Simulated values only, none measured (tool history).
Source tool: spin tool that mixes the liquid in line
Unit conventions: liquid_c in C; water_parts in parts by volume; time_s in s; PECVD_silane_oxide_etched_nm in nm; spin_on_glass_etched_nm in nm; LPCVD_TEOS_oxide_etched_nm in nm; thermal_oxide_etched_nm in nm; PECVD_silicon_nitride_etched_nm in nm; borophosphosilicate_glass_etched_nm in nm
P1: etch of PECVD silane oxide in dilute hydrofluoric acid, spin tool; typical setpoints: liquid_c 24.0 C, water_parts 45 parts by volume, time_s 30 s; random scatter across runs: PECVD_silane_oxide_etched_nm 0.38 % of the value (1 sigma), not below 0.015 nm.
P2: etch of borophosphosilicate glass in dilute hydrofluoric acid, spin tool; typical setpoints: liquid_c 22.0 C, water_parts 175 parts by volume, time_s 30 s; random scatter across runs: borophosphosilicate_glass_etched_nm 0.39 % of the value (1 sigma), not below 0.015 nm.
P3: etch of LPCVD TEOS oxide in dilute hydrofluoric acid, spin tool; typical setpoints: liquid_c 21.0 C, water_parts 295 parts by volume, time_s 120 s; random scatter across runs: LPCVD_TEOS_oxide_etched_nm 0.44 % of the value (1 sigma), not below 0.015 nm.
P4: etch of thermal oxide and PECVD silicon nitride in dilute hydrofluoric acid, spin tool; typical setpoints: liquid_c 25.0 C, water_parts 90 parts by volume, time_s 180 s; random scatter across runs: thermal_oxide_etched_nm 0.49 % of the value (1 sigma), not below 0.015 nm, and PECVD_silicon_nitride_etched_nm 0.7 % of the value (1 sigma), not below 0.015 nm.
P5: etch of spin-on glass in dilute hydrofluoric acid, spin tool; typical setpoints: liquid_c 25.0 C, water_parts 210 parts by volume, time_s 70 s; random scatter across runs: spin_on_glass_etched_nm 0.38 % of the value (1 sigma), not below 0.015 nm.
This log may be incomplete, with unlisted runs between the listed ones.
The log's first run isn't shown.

| run | hour | process | liquid_c | water_parts | time_s | PECVD_silane_oxide_etched_nm | spin_on_glass_etched_nm | LPCVD_TEOS_oxide_etched_nm | thermal_oxide_etched_nm | PECVD_silicon_nitride_etched_nm | borophosphosilicate_glass_etched_nm |
|---|---|---|---|---|---|---|---|---|---|---|---|
| 2 | 7.0 | P5 | 33.0 | 210 | 70 |  | 15.746 |  |  |  |  |
| 3 | 9.7 | P5 | 25.0 | 210 | 105 |  | 17.773 |  |  |  |  |
| 4 | 13.4 | P3 | 21.0 | 295 | 120 |  |  | 11.1350 |  |  |  |
| 5 | 17.8 | P1 | 24.0 | 45 | 30 | 26.950 |  |  |  |  |  |
| 6 | 22.0 | P5 | 25.0 | 210 | 70 |  | 11.911 |  |  |  |  |
| 7 | 25.5 | P5 | 25.0 | 210 | 70 |  | 11.838 |  |  |  |  |
| 8 | 29.0 | P3 | 21.0 | 60 | 120 |  |  | 69.0640 |  |  |  |
| 9 | 32.2 | P3 | 21.0 | 295 | 15 |  |  | 1.3778 |  |  |  |
| 10 | 35.1 | P1 | 24.0 | 45 | 30 | 27.059 |  |  |  |  |  |
| 11 | 39.3 | P1 | 24.0 | 45 | 30 | 26.955 |  |  |  |  |  |
| 12 | 42.2 | P4 | 32.5 | 90 | 180 |  |  |  | 12.6090 | 6.0159 |  |
| 13 | 45.8 | P4 | 25.0 | 90 | 80 |  |  |  | 4.2336 | 1.6578 |  |
| 14 | 49.1 | P1 | 18.0 | 45 | 30 | 20.975 |  |  |  |  |  |
| 15 | 52.2 | P2 | 17.0 | 175 | 30 |  |  |  |  |  | 6.1018 |
| 16 | 55.4 | P2 | 22.0 | 175 | 30 |  |  |  |  |  | 7.3795 |
| 17 | 58.6 | P2 | 22.0 | 175 | 15 |  |  |  |  |  | 3.6733 |
| 18 | 62.0 | P1 | 24.0 | 75 | 30 | 15.606 |  |  |  |  |  |
| 19 | 64.5 | P1 | 24.0 | 20 | 30 | 62.931 |  |  |  |  |  |
| 20 | 68.9 | P4 | 25.0 | 150 | 180 |  |  |  | 5.2585 | 2.2353 |  |
| 21 | 71.4 | P3 | 21.0 | 295 | 120 |  |  | 11.0940 |  |  |  |
| 22 | 73.9 | P5 | 25.0 | 45 | 70 |  | 67.735 |  |  |  |  |

What does the tool deliver on the next run?
| 23 | 78.4 | P3 | 29.0 | 295 | 120 |  |  | ? |  |  |  |

For run 23 the tool returned LPCVD_TEOS_oxide_etched_nm 14.5500 nm.

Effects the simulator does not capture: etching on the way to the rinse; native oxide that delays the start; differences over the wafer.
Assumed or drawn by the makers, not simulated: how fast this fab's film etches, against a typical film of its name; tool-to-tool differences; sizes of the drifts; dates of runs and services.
